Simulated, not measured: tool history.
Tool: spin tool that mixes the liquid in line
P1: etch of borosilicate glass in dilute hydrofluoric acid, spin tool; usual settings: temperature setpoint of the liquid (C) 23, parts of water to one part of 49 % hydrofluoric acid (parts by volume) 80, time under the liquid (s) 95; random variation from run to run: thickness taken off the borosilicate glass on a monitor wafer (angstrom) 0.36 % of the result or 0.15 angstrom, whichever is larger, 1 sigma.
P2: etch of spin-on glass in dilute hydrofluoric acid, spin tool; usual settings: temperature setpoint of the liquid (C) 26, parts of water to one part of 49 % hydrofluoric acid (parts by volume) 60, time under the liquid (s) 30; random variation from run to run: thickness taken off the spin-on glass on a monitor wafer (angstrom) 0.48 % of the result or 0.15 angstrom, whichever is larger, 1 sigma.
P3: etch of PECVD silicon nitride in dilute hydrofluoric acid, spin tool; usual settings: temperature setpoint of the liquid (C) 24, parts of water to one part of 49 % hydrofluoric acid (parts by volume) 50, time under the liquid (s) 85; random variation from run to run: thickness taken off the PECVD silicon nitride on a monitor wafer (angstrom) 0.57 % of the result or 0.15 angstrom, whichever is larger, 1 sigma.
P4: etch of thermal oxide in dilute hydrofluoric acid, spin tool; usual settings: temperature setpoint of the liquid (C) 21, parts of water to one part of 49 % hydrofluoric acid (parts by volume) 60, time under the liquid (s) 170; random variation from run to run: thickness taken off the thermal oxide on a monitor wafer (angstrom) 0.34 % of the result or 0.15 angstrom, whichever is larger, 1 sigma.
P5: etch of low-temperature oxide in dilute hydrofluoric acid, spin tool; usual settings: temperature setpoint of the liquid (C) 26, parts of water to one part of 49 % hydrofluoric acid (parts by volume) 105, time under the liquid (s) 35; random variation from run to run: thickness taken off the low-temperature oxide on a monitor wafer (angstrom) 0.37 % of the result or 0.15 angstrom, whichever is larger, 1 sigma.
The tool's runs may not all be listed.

run	hour	process that ran	temperature setpoint of the liquid (C)	parts of water to one part of 49 % hydrofluoric acid (parts by volume)	time under the liquid (s)	hours since the thermometer was replaced	hours since the hydrofluoric acid flow meter was replaced	thickness taken off the borosilicate glass on a monitor wafer (angstrom)	thickness taken off the thermal oxide on a monitor wafer (angstrom)	thickness taken off the low-temperature oxide on a monitor wafer (angstrom)	thickness taken off the spin-on glass on a monitor wafer (angstrom)	thickness taken off the PECVD silicon nitride on a monitor wafer (angstrom)
1	5.6	P1	23	80	95	382.6	910.3	239.85				
2	12	P1	30.5	80	95	389	916.7	322.77				
3	16.6	P4	17	60	170	393.6	921.3		106.76			
4	21.3	P5	26	105	35	398.3	926			68.828		
5	29.6	P2	26	60	30	406.6	934.3				231.62	
6	38.6	P1	23	30	20	415.6	943.3	143.7				
7	49.2	P2	26	60	55	426.2	953.9				423.01	
8	57.4	P4	21	60	170	434.4	962.1		127.33			
9	63.4	P1	23	80	95	440.4	968.1	240.53				
# hour 64.6: thermometer replaced
10	69.3	P3	24	50	85	4.7	974					92.791
11	75.8	P5	26	165	35	11.2	980.5			40.248		
12	82.6	P1	23	80	25	18	987.3	63.397				
13	90.8	P1	23	80	170	26.2	995.5	428.98				
14	101	P1	23	125	95	36.4	1005.7	145.43				
15	109.5	P2	26	85	30	44.9	1014.2				158.79	
16	114.6	P1	23	80	95	50	1019.3	240.29				
17	122.1	P4	21	60	170	57.5	1026.8		126.43			
18	132	P1	23	80	95	67.4	1036.7	239.74				
19	137.2	P3	24	50	160	72.6	1041.9					173.72
20	145.7	P1	23	45	95	81.1	1050.4	445.52				
21	151.7	P1	17	80	95	87.1	1056.4	186.34				
22	160.3	P4	21	60	70	95.7	1065		51.645			
23	165.9	P2	33.5	60	30	101.3	1070.6				312.1	
24	175	P3	20.5	50	85	110.4	1079.7					72.89
25	181.4	P3	24	85	85	116.8	1086.1					55.027
26	191.3	P1	23	80	95	126.7	1096	239.52				
27	196.3	P5	34	105	35	131.7	1101			91.863		
28	206.9	P4	21	25	170	142.3	1111.6		316.57			
29	212.7	P5	26	105	15	148.1	1117.4			29.182		
30	218.4	P1	23	80	95	153.8	1123.1	239.66				
31	227.1	P1	23	80	95	162.5	1131.8	232.78				

Forecast run 32:
32	234.4	P1	23	80	95	169.8	1139.1	?				

thickness taken off the borosilicate glass on a monitor wafer (angstrom): 229.38

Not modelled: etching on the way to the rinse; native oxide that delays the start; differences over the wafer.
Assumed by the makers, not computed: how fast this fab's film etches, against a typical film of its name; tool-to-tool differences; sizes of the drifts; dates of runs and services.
